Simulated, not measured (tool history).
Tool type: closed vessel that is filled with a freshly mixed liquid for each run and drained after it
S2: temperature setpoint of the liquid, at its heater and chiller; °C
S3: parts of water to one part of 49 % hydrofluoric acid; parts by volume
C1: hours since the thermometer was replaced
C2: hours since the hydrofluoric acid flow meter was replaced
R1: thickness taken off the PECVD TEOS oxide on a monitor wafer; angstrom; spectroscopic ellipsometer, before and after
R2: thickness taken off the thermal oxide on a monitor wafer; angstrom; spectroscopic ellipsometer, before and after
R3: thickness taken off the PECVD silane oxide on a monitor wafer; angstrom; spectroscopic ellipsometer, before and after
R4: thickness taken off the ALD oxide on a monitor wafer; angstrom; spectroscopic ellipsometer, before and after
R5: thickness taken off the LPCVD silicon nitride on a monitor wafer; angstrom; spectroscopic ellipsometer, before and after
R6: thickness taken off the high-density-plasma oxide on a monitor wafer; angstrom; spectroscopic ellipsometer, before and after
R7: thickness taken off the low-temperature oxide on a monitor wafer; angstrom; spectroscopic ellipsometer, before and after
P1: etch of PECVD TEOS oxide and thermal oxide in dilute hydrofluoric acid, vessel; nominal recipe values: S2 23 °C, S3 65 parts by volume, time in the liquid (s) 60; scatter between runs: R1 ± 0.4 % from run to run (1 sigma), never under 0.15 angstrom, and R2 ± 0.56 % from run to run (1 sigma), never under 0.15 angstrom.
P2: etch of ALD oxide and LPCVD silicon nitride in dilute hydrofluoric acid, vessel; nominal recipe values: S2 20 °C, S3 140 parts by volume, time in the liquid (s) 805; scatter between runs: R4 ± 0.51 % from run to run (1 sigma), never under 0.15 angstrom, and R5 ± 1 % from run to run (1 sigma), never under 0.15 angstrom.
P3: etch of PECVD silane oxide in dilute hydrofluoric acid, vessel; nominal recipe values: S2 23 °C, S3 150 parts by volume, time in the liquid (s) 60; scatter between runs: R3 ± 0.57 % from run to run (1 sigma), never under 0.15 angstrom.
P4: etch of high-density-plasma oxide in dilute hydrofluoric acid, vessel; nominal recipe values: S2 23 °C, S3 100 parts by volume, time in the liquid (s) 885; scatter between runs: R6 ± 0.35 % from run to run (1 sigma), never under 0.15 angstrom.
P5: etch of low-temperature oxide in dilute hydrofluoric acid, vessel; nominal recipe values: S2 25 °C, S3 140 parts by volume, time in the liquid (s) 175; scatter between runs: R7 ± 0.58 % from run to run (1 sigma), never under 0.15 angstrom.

Run 1, hour 9.3: process that ran P1, S2 23 °C, S3 65 parts by volume, time in the liquid (s) 60; C1 273; C2 333.9. Result: R1 103.21 angstrom, R2 47.337 angstrom.
Run 2, hour 26.4: process that ran P1, S2 23 °C, S3 65 parts by volume, time in the liquid (s) 30; C1 290.1; C2 351. Result: R1 52.225 angstrom, R2 23.469 angstrom.
Run 3, hour 41.2: process that ran P3, S2 23 °C, S3 90 parts by volume, time in the liquid (s) 60; C1 304.9; C2 365.8. Result: R3 143.37 angstrom.
Run 4, hour 50.8: process that ran P3, S2 23 °C, S3 150 parts by volume, time in the liquid (s) 115; C1 314.5; C2 375.4. Result: R3 152.28 angstrom.
Run 5, hour 59.9: process that ran P2, S2 20 °C, S3 245 parts by volume, time in the liquid (s) 805; C1 323.6; C2 384.5. Result: R4 255.3 angstrom, R5 11.6 angstrom.
Run 6, hour 70.6: process that ran P3, S2 23 °C, S3 150 parts by volume, time in the liquid (s) 60; C1 334.3; C2 395.2. Result: R3 79.768 angstrom.
Run 7, hour 79.8: process that ran P2, S2 20 °C, S3 140 parts by volume, time in the liquid (s) 805; C1 343.5; C2 404.4. Result: R4 498.04 angstrom, R5 19.41 angstrom.
Run 8, hour 93.4: process that ran P3, S2 17 °C, S3 150 parts by volume, time in the liquid (s) 60; C1 357.1; C2 418. Result: R3 62.683 angstrom.
Run 9, hour 103.7: process that ran P3, S2 23 °C, S3 150 parts by volume, time in the liquid (s) 60; C1 367.4; C2 428.3. Result: R3 79.42 angstrom.
Run 10, hour 117.5: process that ran P4, S2 23 °C, S3 100 parts by volume, time in the liquid (s) 885; C1 381.2; C2 442.1. Result: R6 456.91 angstrom.
Run 11, hour 129.3: process that ran P5, S2 20 °C, S3 140 parts by volume, time in the liquid (s) 175; C1 393; C2 453.9. Result: R7 253.86 angstrom.
Run 12, hour 142.8: process that ran P1, S2 23 °C, S3 65 parts by volume, time in the liquid (s) 60; C1 406.5; C2 467.4. Result: R1 103.43 angstrom, R2 46.457 angstrom.
Run 13, hour 158.2: process that ran P1, S2 19 °C, S3 65 parts by volume, time in the liquid (s) 60; C1 421.9; C2 482.8. Result: R1 88.046 angstrom, R2 39.243 angstrom.
Run 14, hour 173.2: process that ran P1, S2 23 °C, S3 65 parts by volume, time in the liquid (s) 60; C1 436.9; C2 497.8. Result: R1 104.54 angstrom, R2 46.586 angstrom.
Run 15, hour 188.7: process that ran P5, S2 25 °C, S3 140 parts by volume, time in the liquid (s) 175; C1 452.4; C2 513.3. Result: R7 309.5 angstrom.
Run 16, hour 199.3: process that ran P1, S2 23 °C, S3 35 parts by volume, time in the liquid (s) 110; C1 463; C2 523.9. Result: R1 366.06 angstrom, R2 165.58 angstrom.
Run 17, hour 209.8: process that ran P1, S2 23 °C, S3 65 parts by volume, time in the liquid (s) 60; C1 473.5; C2 534.4. Result: R1 103.99 angstrom, R2 46.737 angstrom.
Run 18, hour 221.9: process that ran P1, S2 17 °C, S3 105 parts by volume, time in the liquid (s) 60; C1 485.6; C2 546.5. Result: R1 48.046 angstrom, R2 21.453 angstrom.
Run 19, hour 239.6: process that ran P1, S2 27 °C, S3 65 parts by volume, time in the liquid (s) 60; C1 503.3; C2 564.2. Result: R1 121.95 angstrom, R2 54.945 angstrom.
Run 20, hour 248.5: process that ran P5, S2 25 °C, S3 50 parts by volume, time in the liquid (s) 175; C1 512.2; C2 573.1. Result: R7 983.23 angstrom.
Run 21, hour 261.8: process that ran P5, S2 25 °C, S3 140 parts by volume, time in the liquid (s) 340; C1 525.5; C2 586.4. Result: R7 604.52 angstrom.
Run 22, hour 273.5: process that ran P2, S2 20 °C, S3 140 parts by volume, time in the liquid (s) 1440; C1 537.2; C2 598.1. Result: R4 894.12 angstrom, R5 35.32 angstrom.
Run 23, hour 283.8: process that ran P1, S2 23 °C, S3 65 parts by volume, time in the liquid (s) 95; C1 547.5; C2 608.4. Result: R1 162.74 angstrom, R2 74.565 angstrom.
Run 24, hour 297.7: process that ran P4, S2 17 °C, S3 100 parts by volume, time in the liquid (s) 885; C1 561.4; C2 622.3. Result: R6 356.03 angstrom.
Run 25, hour 316.7: process that ran P2, S2 27 °C, S3 140 parts by volume, time in the liquid (s) 805; C1 580.4; C2 641.3. Result: R4 649.27 angstrom, R5 30.567 angstrom.
Run 26, hour 325: process that ran P1, S2 23 °C, S3 95 parts by volume, time in the liquid (s) 105; C1 588.7; C2 649.6. Result: R1 120.22 angstrom, R2 53.685 angstrom.
Run 27, hour 338.1: process that ran P4, S2 23 °C, S3 100 parts by volume, time in the liquid (s) 885; C1 601.8; C2 662.7. Result: R6 455.13 angstrom.
Run 28, hour 357.2: process that ran P1, S2 23 °C, S3 40 parts by volume, time in the liquid (s) 60; C1 620.9; C2 681.8. Result: R1 174.81 angstrom, R2 78.091 angstrom.
Run 29, hour 372.8: process that ran P1, S2 23 °C, S3 90 parts by volume, time in the liquid (s) 60; C1 636.5; C2 697.4. Result: R1 71.979 angstrom, R2 32.718 angstrom.
Run 30, hour 388.5: process that ran P4, S2 23 °C, S3 100 parts by volume, time in the liquid (s) 115; C1 652.2; C2 713.1. Result: R6 59.416 angstrom.
Run 31, hour 405.3: process that ran P4, S2 23 °C, S3 135 parts by volume, time in the liquid (s) 885; C1 669; C2 729.9. Result: R6 321.91 angstrom.
Run 32, hour 417.9: process that ran P1, S2 23 °C, S3 65 parts by volume, time in the liquid (s) 60; C1 681.6; C2 742.5. Result: R1 103.61 angstrom, R2 46.372 angstrom.
Run 33, hour 426.8: process that ran P1, S2 23 °C, S3 65 parts by volume, time in the liquid (s) 60; C1 690.5; C2 751.4. Result: R1 103.91 angstrom, R2 46.415 angstrom.
Run 34, hour 444.9: process that ran P1, S2 23 °C, S3 65 parts by volume, time in the liquid (s) 60; C1 708.6; C2 769.5. Result: R1 108.38 angstrom, R2 48.632 angstrom.
Run 35, hour 458.4: process that ran P1, S2 23 °C, S3 65 parts by volume, time in the liquid (s) 60; C1 722.1; C2 783. Result: R1 109.21 angstrom, R2 49.775 angstrom.
Run 36, hour 467.5: process that ran P1, S2 23 °C, S3 65 parts by volume, time in the liquid (s) 60; C1 731.2; C2 792.1. Result: R1 110.63 angstrom, R2 49.683 angstrom.
Run 37, hour 481.1: process that ran P1, S2 23 °C, S3 65 parts by volume, time in the liquid (s) 60; C1 744.8; C2 805.7. Result: R1 111.57 angstrom, R2 49.908 angstrom.
Run 38, hour 497.8: process that ran P1, S2 23 °C, S3 65 parts by volume, time in the liquid (s) 60; C1 761.5; C2 822.4. Result: R1 111.93 angstrom, R2 50.329 angstrom.
Run 39, hour 515.8: process that ran P1, S2 23 °C, S3 65 parts by volume, time in the liquid (s) 60; C1 779.5; C2 840.4. Result: R1 111.86 angstrom, R2 50.535 angstrom.
Run 40, hour 524.7: process that ran P1, S2 23 °C, S3 65 parts by volume, time in the liquid (s) 60; C1 788.4; C2 849.3. Result: R1 111.83 angstrom, R2 50.74 angstrom.

Compared with where it was, what P1 gives has crept away. Each cause listed below fits the log as well as the rest, at the size given for it:
A: hydrofluoric acid flow above the setpoint (%) = 7.06
B: liquid hotter than its thermometer reads (K) = 1.81
The gradual shift began around hour 426.8.

Below are 4 check runs, each averaged over 3 wafers, with their results shown as question marks. Which of them would give clearly different results depending on which cause is behind the drift?
Run check 1, hour 533.6: process that ran P4, S2 17 °C, S3 100 parts by volume, time in the liquid (s) 885. Result: R6 ?.
Run check 2, hour 533.6: process that ran P3, S2 17 °C, S3 150 parts by volume, time in the liquid (s) 115. Result: R3 ?.
Run check 3, hour 533.6: process that ran P2, S2 20 °C, S3 140 parts by volume, time in the liquid (s) 1290. Result: R4 ?, R5 ?.
Run check 4, hour 533.6: process that ran P5, S2 25 °C, S3 60 parts by volume, time in the liquid (s) 300. Result: R7 ?.

Predicted outcomes, by check and by cause:
  check  result    if A    if B
check 1      R6  383.15  383.42
check 2      R3  130.17  129.61
check 3      R4  863.54  858.24
check 3      R5  33.284  35.129
check 4      R7  1480.8  1479.6
Distance between the nearest two causes, measured in the result of the check that separates them most: check 1 0.07 %; check 2 0.43 %; check 3 5.39 %; check 4 0.08 %
The causes can be told apart only by check 3. The other checks would give nearly the same results under each of them.

The results of check 3 are: R4 859.82 angstrom; R5 34.795 angstrom. Based on these, which of the listed causes is it?

It was cause B: liquid hotter than its thermometer reads (K).
